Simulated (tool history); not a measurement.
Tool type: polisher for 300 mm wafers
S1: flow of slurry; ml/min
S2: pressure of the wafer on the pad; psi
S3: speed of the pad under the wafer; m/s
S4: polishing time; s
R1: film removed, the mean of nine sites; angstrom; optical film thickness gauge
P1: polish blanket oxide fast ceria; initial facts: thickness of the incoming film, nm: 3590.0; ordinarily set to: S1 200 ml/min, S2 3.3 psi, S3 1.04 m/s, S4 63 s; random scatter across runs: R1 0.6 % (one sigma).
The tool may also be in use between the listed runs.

Run 1, hour 17.3: S1 200 ml/min, S2 3.3 psi, S3 1.04 m/s, S4 63 s. Result: R1 14185.0 angstrom.
Run 2, hour 36.1: S1 200 ml/min, S2 5.2 psi, S3 1.04 m/s, S4 63 s. Result: R1 22474.0 angstrom.
Run 3, hour 49.3: S1 200 ml/min, S2 1.5 psi, S3 1.04 m/s, S4 63 s. Result: R1 6461.0 angstrom.
Run 4, hour 61.1: S1 200 ml/min, S2 3.3 psi, S3 1.04 m/s, S4 63 s. Result: R1 14338.0 angstrom.
Run 5, hour 71.8: S1 200 ml/min, S2 3.3 psi, S3 1.46 m/s, S4 63 s. Result: R1 19934.0 angstrom.
Run 6, hour 90.8: S1 200 ml/min, S2 3.3 psi, S3 1.04 m/s, S4 30 s. Result: R1 6760.5 angstrom.
Run 7, hour 99.1: S1 200 ml/min, S2 2.0 psi, S3 1.04 m/s, S4 35 s. Result: R1 4735.3 angstrom.
Run 8, hour 112.2: S1 200 ml/min, S2 3.3 psi, S3 1.04 m/s, S4 63 s. Result: R1 14192.0 angstrom.
Run 9, hour 122.9: S1 200 ml/min, S2 3.3 psi, S3 1.04 m/s, S4 63 s. Result: R1 14223.0 angstrom.
Run 10, hour 131.7: S1 200 ml/min, S2 3.3 psi, S3 0.52 m/s, S4 63 s. Result: R1 7119.7 angstrom.
Run 11, hour 149.2: S1 200 ml/min, S2 3.3 psi, S3 1.04 m/s, S4 95 s. Result: R1 21463.0 angstrom.
At hour 153.2: slurry nozzle cleaned.
Run 12, hour 164.3: S1 280 ml/min, S2 3.3 psi, S3 1.04 m/s, S4 63 s. Result: R1 14622.0 angstrom.
Run 13, hour 178.7: S1 200 ml/min, S2 3.3 psi, S3 1.04 m/s, S4 63 s. Result: R1 14271.0 angstrom.
Run 14, hour 195.0: S1 200 ml/min, S2 4.3 psi, S3 0.60 m/s, S4 63 s. Result: R1 10693.0 angstrom.
Run 15, hour 208.1: S1 200 ml/min, S2 3.3 psi, S3 1.04 m/s, S4 63 s. Result: R1 14253.0 angstrom.
Run 16, hour 225.5: S1 120 ml/min, S2 3.3 psi, S3 1.04 m/s, S4 63 s. Result: R1 13079.0 angstrom.
Run 17, hour 234.1: S1 200 ml/min, S2 3.3 psi, S3 1.04 m/s, S4 63 s. Result: R1 14219.0 angstrom.
Run 18, hour 248.8: S1 200 ml/min, S2 3.3 psi, S3 1.04 m/s, S4 63 s. Result: R1 13887.0 angstrom.
Run 19, hour 259.2: S1 200 ml/min, S2 3.3 psi, S3 1.04 m/s, S4 63 s. Result: R1 13785.0 angstrom.
Run 20, hour 276.4: S1 200 ml/min, S2 3.3 psi, S3 1.04 m/s, S4 63 s. Result: R1 13505.0 angstrom.
Run 21, hour 290.4: S1 200 ml/min, S2 3.3 psi, S3 1.04 m/s, S4 63 s. Result: R1 13313.0 angstrom.
Run 22, hour 301.2: S1 200 ml/min, S2 3.3 psi, S3 1.04 m/s, S4 63 s. Result: R1 13170.0 angstrom.
Run 23, hour 318.7: S1 200 ml/min, S2 3.3 psi, S3 1.04 m/s, S4 63 s. Result: R1 13292.0 angstrom.
At hour 327.6: worn pad replaced by a new one.
Run 24, hour 332.2: S1 200 ml/min, S2 3.3 psi, S3 1.04 m/s, S4 63 s. Result: R1 13165.0 angstrom.
Run 25, hour 348.2: S1 200 ml/min, S2 3.3 psi, S3 1.04 m/s, S4 63 s. Result: R1 13243.0 angstrom.
Run 26, hour 363.7: S1 200 ml/min, S2 3.3 psi, S3 1.04 m/s, S4 63 s. Result: R1 13198.0 angstrom.

Compared with where it was, what P1 gives has crept away. Each cause listed below fits the log as well as the rest, at the size given for it:
A: head's pressure below its setpoint, % = 7.25
B: slurry flow missing at the pad, % = 36.7
Creep in the process output first set in at about hour 234.1.
Excluded causes, each with its reason:
removal rate lost through wear of the pad, %: work on it at hour 327.6, done after the drift set in, did not restore what the process gave before

4 check runs are offered, one wafer each, their results left as question marks. Which one tells the causes apart?
Run check 1, hour 379.2: S1 120 ml/min, S2 3.3 psi, S3 1.04 m/s, S4 94 s. Result: R1 ?.
Run check 2, hour 379.2: S1 200 ml/min, S2 1.9 psi, S3 1.04 m/s, S4 63 s. Result: R1 ?.
Run check 3, hour 379.2: S1 200 ml/min, S2 4.8 psi, S3 1.04 m/s, S4 63 s. Result: R1 ?.
Run check 4, hour 379.2: S1 200 ml/min, S2 4.9 psi, S3 0.54 m/s, S4 63 s. Result: R1 ?.

Check results expected under each cause:
  check  result     if A     if B
check 1      R1  18076.0  17298.0
check 2      R1   7604.0   7604.2
check 3      R1  19210.0  19211.0
check 4      R1  10182.0  10183.0
Separation of the two closest causes in each check, using whichever result separates them best: check 1 4.4 %; check 2 0 %; check 3 0 %; check 4 0 %
The causes can be told apart only by check 1. The other checks would give nearly the same results under each of them.

Then check 1 was run and gave: R1 17384.0 angstrom. Which cause is it?

The cause is B: slurry flow missing at the pad, %.
